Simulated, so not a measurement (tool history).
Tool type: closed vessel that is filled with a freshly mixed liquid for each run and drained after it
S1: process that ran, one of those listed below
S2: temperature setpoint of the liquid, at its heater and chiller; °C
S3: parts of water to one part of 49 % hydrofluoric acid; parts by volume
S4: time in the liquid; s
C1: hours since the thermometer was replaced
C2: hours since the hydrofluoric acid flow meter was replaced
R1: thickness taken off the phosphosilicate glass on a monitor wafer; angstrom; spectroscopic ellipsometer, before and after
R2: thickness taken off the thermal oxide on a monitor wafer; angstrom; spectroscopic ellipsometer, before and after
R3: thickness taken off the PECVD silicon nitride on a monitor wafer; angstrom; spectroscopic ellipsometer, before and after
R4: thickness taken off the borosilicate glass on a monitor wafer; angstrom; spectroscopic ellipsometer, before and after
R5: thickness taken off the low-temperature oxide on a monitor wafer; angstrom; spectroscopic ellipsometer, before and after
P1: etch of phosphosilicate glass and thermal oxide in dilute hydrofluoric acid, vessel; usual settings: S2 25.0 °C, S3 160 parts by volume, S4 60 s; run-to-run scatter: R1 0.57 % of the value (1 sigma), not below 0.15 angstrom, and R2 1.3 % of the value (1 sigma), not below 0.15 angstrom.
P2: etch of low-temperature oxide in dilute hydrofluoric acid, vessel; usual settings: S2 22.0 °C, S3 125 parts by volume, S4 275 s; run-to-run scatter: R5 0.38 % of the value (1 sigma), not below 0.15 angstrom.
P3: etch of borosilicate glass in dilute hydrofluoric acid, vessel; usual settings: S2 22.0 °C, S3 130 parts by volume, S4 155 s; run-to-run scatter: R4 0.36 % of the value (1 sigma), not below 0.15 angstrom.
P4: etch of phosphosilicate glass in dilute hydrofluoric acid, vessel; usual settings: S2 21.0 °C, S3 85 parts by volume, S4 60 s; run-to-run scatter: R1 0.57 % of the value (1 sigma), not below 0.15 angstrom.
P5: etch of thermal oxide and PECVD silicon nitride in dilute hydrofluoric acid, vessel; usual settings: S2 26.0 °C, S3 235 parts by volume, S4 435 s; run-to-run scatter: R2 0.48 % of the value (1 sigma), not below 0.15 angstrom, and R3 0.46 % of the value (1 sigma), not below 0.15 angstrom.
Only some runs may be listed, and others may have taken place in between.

run   hour  S1    S2   S3   S4     C1     C2       R1        R2       R3      R4        R5
  1    5.0  P1  25.0  160   60  739.1  176.4   753.06   16.4140
  2   16.7  P1  25.0   40   60  750.8  188.1  3512.00   76.6450
  3   25.3  P5  26.0  235   75  759.4  196.7            13.7980   11.576
  4   32.8  P3  22.0  130  155  766.9  204.2                              224.14
  5   42.7  P1  31.0  160   60  776.8  214.1   938.83   21.3530
  6   53.2  P4  21.0   85  115  787.3  224.6  1613.60
  7   60.5  P3  22.0  225  155  794.6  231.9                              117.40
  8   70.5  P1  25.0  160   30  804.6  241.9   374.24    8.6255
  9   77.5  P5  26.0  235  435  811.6  248.9            81.1830   66.380
 10   86.7  P3  22.0  130  240  820.8  258.1                              346.56
 11   96.0  P1  25.0  160   60  830.1  267.4   760.38   16.9220
 12  103.4  P2  22.0  125  275  837.5  274.8                                       427.740
 13  114.1  P1  20.0  160  105  848.2  285.5  1095.50   24.7290
 14  121.5  P2  22.0   50  275  855.6  292.9                                      1172.600
 15  131.0  P1  25.0  280   60  865.1  302.4   373.99    8.6234
 16  137.2  P1  25.0  160   60  871.3  308.6   752.81   17.3520
 17  142.8  P4  17.0   85   60  876.9  314.2   716.30
 18  152.6  P4  21.0  120   60  886.7  324.0   571.64
 19  161.4  P5  26.0  235  435  895.5  332.8            81.4550   65.826
 20  168.9  P5  33.0  235  435  903.0  340.3           103.2800  100.760
 21  179.1  P5  26.0  360  435  913.2  350.5            46.7760   43.421
 22  184.2  P3  17.0  130  155  918.3  355.6                              183.42
 23  194.9  P2  26.5  125  275  929.0  366.3                                       507.440
 24  204.3  P1  25.0  160   60  938.4  375.7   749.96   17.2120
 25  215.2  P2  22.0  125  275  949.3  386.6                                       425.860
 26  224.4  P1  25.0  160   60  958.5  395.8   746.54   16.9870
 27  235.4  P4  21.0   85   60  969.5  406.8   852.37

Run 28 is up next; what results do you expect?
 28  245.6  P2  22.0  125  55  979.7  417.0                   ?

For run 28 the tool returned R5 85.376 angstrom.
